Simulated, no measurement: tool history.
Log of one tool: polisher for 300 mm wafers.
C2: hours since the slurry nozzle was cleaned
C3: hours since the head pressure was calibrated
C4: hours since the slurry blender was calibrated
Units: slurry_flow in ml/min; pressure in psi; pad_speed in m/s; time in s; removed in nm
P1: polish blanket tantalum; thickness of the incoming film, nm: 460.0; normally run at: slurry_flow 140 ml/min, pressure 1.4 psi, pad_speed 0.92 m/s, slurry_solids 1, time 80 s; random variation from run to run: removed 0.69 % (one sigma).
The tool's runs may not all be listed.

Run 1, day 0.212: slurry_flow 140 ml/min, pressure 1.4 psi, pad_speed 0.92 m/s, slurry_solids 1, time 80 s; wafers polished on this pad 966; C2 262.3; C3 689.7; C4 264.4. Result: removed 76.159 nm.
Run 2, day 0.442: slurry_flow 195 ml/min, pressure 1.4 psi, pad_speed 0.92 m/s, slurry_solids 1, time 80 s; wafers polished on this pad 1029; C2 267.8; C3 695.2; C4 269.9. Result: removed 81.4 nm.
Run 3, day 0.625: slurry_flow 140 ml/min, pressure 1.4 psi, pad_speed 0.92 m/s, slurry_solids 1, time 80 s; wafers polished on this pad 1080; C2 272.2; C3 699.6; C4 274.3. Result: removed 75.615 nm.
Run 4, day 0.792: slurry_flow 140 ml/min, pressure 2.2 psi, pad_speed 0.92 m/s, slurry_solids 1, time 80 s; wafers polished on this pad 1125; C2 276.2; C3 703.6; C4 278.3. Result: removed 119.49 nm.
Run 5, day 1.008: slurry_flow 140 ml/min, pressure 1.4 psi, pad_speed 0.92 m/s, slurry_solids 1, time 80 s; wafers polished on this pad 1185; C2 281.4; C3 708.8; C4 283.5. Result: removed 75.453 nm.
Run 6, day 1.117: slurry_flow 140 ml/min, pressure 1.4 psi, pad_speed 1.26 m/s, slurry_solids 1, time 80 s; wafers polished on this pad 1215; C2 284; C3 711.4; C4 286.1. Result: removed 104.61 nm.
Run 7, day 1.342: slurry_flow 140 ml/min, pressure 1.4 psi, pad_speed 0.92 m/s, slurry_solids 1, time 116 s; wafers polished on this pad 1277; C2 289.4; C3 716.8; C4 291.5. Result: removed 111.33 nm.
Run 8, day 1.488: slurry_flow 140 ml/min, pressure 0.8 psi, pad_speed 0.92 m/s, slurry_solids 1, time 80 s; wafers polished on this pad 1317; C2 292.9; C3 720.3; C4 295. Result: removed 43.479 nm.
Run 9, day 1.65: slurry_flow 140 ml/min, pressure 1.4 psi, pad_speed 0.42 m/s, slurry_solids 1, time 80 s; wafers polished on this pad 1362; C2 296.8; C3 724.2; C4 298.9. Result: removed 34.924 nm.
Run 10, day 1.788: slurry_flow 140 ml/min, pressure 1.4 psi, pad_speed 0.92 m/s, slurry_solids 1, time 45 s; wafers polished on this pad 1400; C2 300.1; C3 727.5; C4 302.2. Result: removed 43.141 nm.
Run 11, day 1.962: slurry_flow 140 ml/min, pressure 1.4 psi, pad_speed 0.92 m/s, slurry_solids 1, time 80 s; wafers polished on this pad 1448; C2 304.3; C3 731.7; C4 306.4. Result: removed 76.122 nm.
Run 12, day 2.071: slurry_flow 140 ml/min, pressure 1.4 psi, pad_speed 0.92 m/s, slurry_solids 1, time 80 s; wafers polished on this pad 1478; C2 306.9; C3 734.3; C4 309. Result: removed 76.968 nm.
Run 13, day 2.171: slurry_flow 140 ml/min, pressure 1.4 psi, pad_speed 0.92 m/s, slurry_solids 0.55, time 80 s; wafers polished on this pad 1505; C2 309.3; C3 736.7; C4 311.4. Result: removed 62.609 nm.
Run 14, day 2.321: slurry_flow 140 ml/min, pressure 1.4 psi, pad_speed 0.92 m/s, slurry_solids 1.2, time 80 s; wafers polished on this pad 1547; C2 312.9; C3 740.3; C4 315. Result: removed 79.876 nm.
Run 15, day 2.504: slurry_flow 85 ml/min, pressure 1.4 psi, pad_speed 0.92 m/s, slurry_solids 1, time 80 s; wafers polished on this pad 1597; C2 317.3; C3 744.7; C4 319.4. Result: removed 67.288 nm.
Run 16, day 2.65: slurry_flow 190 ml/min, pressure 0.9 psi, pad_speed 0.92 m/s, slurry_solids 1, time 80 s; wafers polished on this pad 1637; C2 320.8; C3 748.2; C4 322.9. Result: removed 51.981 nm.
Run 17, day 2.796: slurry_flow 200 ml/min, pressure 1.4 psi, pad_speed 0.56 m/s, slurry_solids 1, time 80 s; wafers polished on this pad 1678; C2 324.3; C3 751.7; C4 326.4. Result: removed 49.224 nm.
Run 18, day 2.946: slurry_flow 140 ml/min, pressure 1.4 psi, pad_speed 0.92 m/s, slurry_solids 1, time 80 s; wafers polished on this pad 1719; C2 327.9; C3 755.3; C4 330. Result: removed 76.02 nm.
Run 19, day 3.104: slurry_flow 140 ml/min, pressure 1.4 psi, pad_speed 0.92 m/s, slurry_solids 1, time 80 s; wafers polished on this pad 1762; C2 331.7; C3 759.1; C4 333.8. Result: removed 76.283 nm.
Run 20, day 3.221: slurry_flow 140 ml/min, pressure 1.4 psi, pad_speed 0.92 m/s, slurry_solids 1, time 80 s; wafers polished on this pad 1795; C2 334.5; C3 761.9; C4 336.6. Result: removed 75.823 nm.
Run 21, day 3.408: slurry_flow 140 ml/min, pressure 1.4 psi, pad_speed 0.92 m/s, slurry_solids 1, time 80 s; wafers polished on this pad 1846; C2 339; C3 766.4; C4 341.1. Result: removed 73.613 nm.
Run 22, day 3.621: slurry_flow 140 ml/min, pressure 1.4 psi, pad_speed 0.92 m/s, slurry_solids 1, time 80 s; wafers polished on this pad 1905; C2 344.1; C3 771.5; C4 346.2. Result: removed 72.015 nm.
Run 23, day 3.729: slurry_flow 140 ml/min, pressure 1.4 psi, pad_speed 0.92 m/s, slurry_solids 1, time 80 s; wafers polished on this pad 1935; C2 346.7; C3 774.1; C4 348.8. Result: removed 72.036 nm.
At day 3.879: worn pad replaced by a new one.
Run 24, day 3.958: slurry_flow 140 ml/min, pressure 1.4 psi, pad_speed 0.92 m/s, slurry_solids 1, time 80 s; wafers polished on this pad 22; C2 352.2; C3 779.6; C4 354.3. Result: removed 71.237 nm.
At day 4.108: slurry nozzle cleaned.
Run 25, day 4.146: slurry_flow 140 ml/min, pressure 1.4 psi, pad_speed 0.92 m/s, slurry_solids 1, time 80 s; wafers polished on this pad 73; C2 1; C3 784.1; C4 358.8. Result: removed 70.774 nm.
Run 26, day 4.258: slurry_flow 140 ml/min, pressure 1.4 psi, pad_speed 0.92 m/s, slurry_solids 1, time 80 s; wafers polished on this pad 104; C2 3.7; C3 786.8; C4 361.5. Result: removed 70.262 nm.
Run 27, day 4.367: slurry_flow 140 ml/min, pressure 1.4 psi, pad_speed 0.92 m/s, slurry_solids 1, time 80 s; wafers polished on this pad 134; C2 6.3; C3 789.4; C4 364.1. Result: removed 71.141 nm.
Run 28, day 4.554: slurry_flow 140 ml/min, pressure 1.4 psi, pad_speed 0.92 m/s, slurry_solids 1, time 80 s; wafers polished on this pad 186; C2 10.8; C3 793.9; C4 368.6. Result: removed 70.349 nm.
Run 29, day 4.662: slurry_flow 140 ml/min, pressure 1.4 psi, pad_speed 0.92 m/s, slurry_solids 1, time 80 s; wafers polished on this pad 216; C2 13.4; C3 796.5; C4 371.2. Result: removed 69.86 nm.

What P1 gives has crept away from where it was. These 2 causes fit the log equally well, each at the size given:
A: abrasive missing from the slurry, % = 23.4
B: head's pressure below its setpoint, % = 8.02
The creep began at about day 3.221.
Why every other cause is out:
removal rate lost through wear of the pad, %: serviced at day 3.879, which brought nothing back
slurry flow missing at the pad, %: serviced at day 4.108, which brought nothing back

4 check runs are offered, each on 3 wafers whose results are averaged, their results left as question marks. Which one tells the causes apart?
Run check 1, day 4.771: slurry_flow 140 ml/min, pressure 1.4 psi, pad_speed 1.24 m/s, slurry_solids 1, time 80 s. Result: removed ?.
Run check 2, day 4.771: slurry_flow 140 ml/min, pressure 1.4 psi, pad_speed 0.92 m/s, slurry_solids 0.6, time 80 s. Result: removed ?.
Run check 3, day 4.771: slurry_flow 140 ml/min, pressure 1.4 psi, pad_speed 1.1 m/s, slurry_solids 1, time 80 s. Result: removed ?.
Run check 4, day 4.771: slurry_flow 185 ml/min, pressure 1.4 psi, pad_speed 0.92 m/s, slurry_solids 1, time 101 s. Result: removed ?.

What each check would give under each cause:
  check   result    if A    if B
check 1  removed  94.582   94.59
check 2  removed  57.112  58.951
check 3  removed  83.904  83.911
check 4  removed  92.679  92.686
How far apart the two closest causes lie, in the result that separates them most: check 1 0.01 %; check 2 3.17 %; check 3 0.01 %; check 4 0.01 %
Check 2 tells the causes apart: in the others they would give nearly the same result.

Then check 2 was run and gave: removed 58.923 nm. Which cause is it?

It is B: head's pressure below its setpoint, %.
